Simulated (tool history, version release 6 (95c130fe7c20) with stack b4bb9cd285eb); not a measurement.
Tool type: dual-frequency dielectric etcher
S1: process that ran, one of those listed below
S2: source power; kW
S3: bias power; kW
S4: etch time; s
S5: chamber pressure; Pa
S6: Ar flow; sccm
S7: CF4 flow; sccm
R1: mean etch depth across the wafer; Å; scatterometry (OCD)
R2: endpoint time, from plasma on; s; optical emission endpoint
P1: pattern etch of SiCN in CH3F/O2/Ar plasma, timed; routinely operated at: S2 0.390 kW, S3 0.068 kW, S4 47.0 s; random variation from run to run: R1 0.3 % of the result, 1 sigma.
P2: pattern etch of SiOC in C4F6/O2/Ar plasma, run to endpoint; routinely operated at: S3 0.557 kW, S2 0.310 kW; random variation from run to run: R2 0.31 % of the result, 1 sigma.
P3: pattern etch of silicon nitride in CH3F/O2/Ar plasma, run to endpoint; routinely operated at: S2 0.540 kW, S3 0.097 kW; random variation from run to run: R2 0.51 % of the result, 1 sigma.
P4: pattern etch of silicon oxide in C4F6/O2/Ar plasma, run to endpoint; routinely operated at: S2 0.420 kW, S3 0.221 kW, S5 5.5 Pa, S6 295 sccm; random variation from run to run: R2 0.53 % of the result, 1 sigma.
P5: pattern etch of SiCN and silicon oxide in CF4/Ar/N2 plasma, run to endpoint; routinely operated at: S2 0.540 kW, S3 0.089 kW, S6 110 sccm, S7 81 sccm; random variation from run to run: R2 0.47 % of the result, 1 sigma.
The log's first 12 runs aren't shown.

run 13 day=6.762 | S1=P5 S2=0.540 S3=0.089 S6=110 S7=106 | R2=7.9613
run 14 day=7.279 | S1=P1 S2=0.480 S3=0.085 S4=47.0 | R1=201.68
run 15 day=7.608 | S1=P1 S2=0.390 S3=0.068 S4=47.0 | R1=172.60
run 16 day=8.012 | S1=P4 S2=0.420 S3=0.221 S5=5.5 S6=373 | R2=10.6020
-- day=8.083 bias power generator calibrated
run 17 day=8.408 | S1=P1 S2=0.250 S3=0.068 S4=47.0 | R1=145.40
run 18 day=8.946 | S1=P1 S2=0.390 S3=0.068 S4=35.5 | R1=130.46
run 19 day=9.500 | S1=P1 S2=0.390 S3=0.068 S4=60.0 | R1=220.04
run 20 day=10.025 | S1=P5 S2=0.310 S3=0.089 S6=110 S7=81 | R2=13.5240
-- day=10.317 source power generator calibrated
run 21 day=10.558 | S1=P1 S2=0.390 S3=0.068 S4=47.0 | R1=172.78
run 22 day=11.104 | S1=P3 S2=0.330 S3=0.097 | R2=51.5490
run 23 day=11.804 | S1=P2 S2=0.310 S3=0.557 | R2=15.1520
run 24 day=12.171 | S1=P4 S2=0.290 S3=0.221 S5=5.5 S6=295 | R2=11.9110
run 25 day=12.729 | S1=P5 S2=0.540 S3=0.089 S6=110 S7=81 | R2=8.3752
run 26 day=13.104 | S1=P4 S2=0.420 S3=0.221 S5=5.5 S6=295 | R2=10.3420
run 27 day=13.442 | S1=P5 S2=0.540 S3=0.124 S6=110 S7=81 | R2=7.4405

What does the tool deliver on the next run?
run 28 day=13.983 | S1=P5 S2=0.540 S3=0.089 S6=81 S7=81 | R2=?

Run 28 gave R2 7.9937 s.
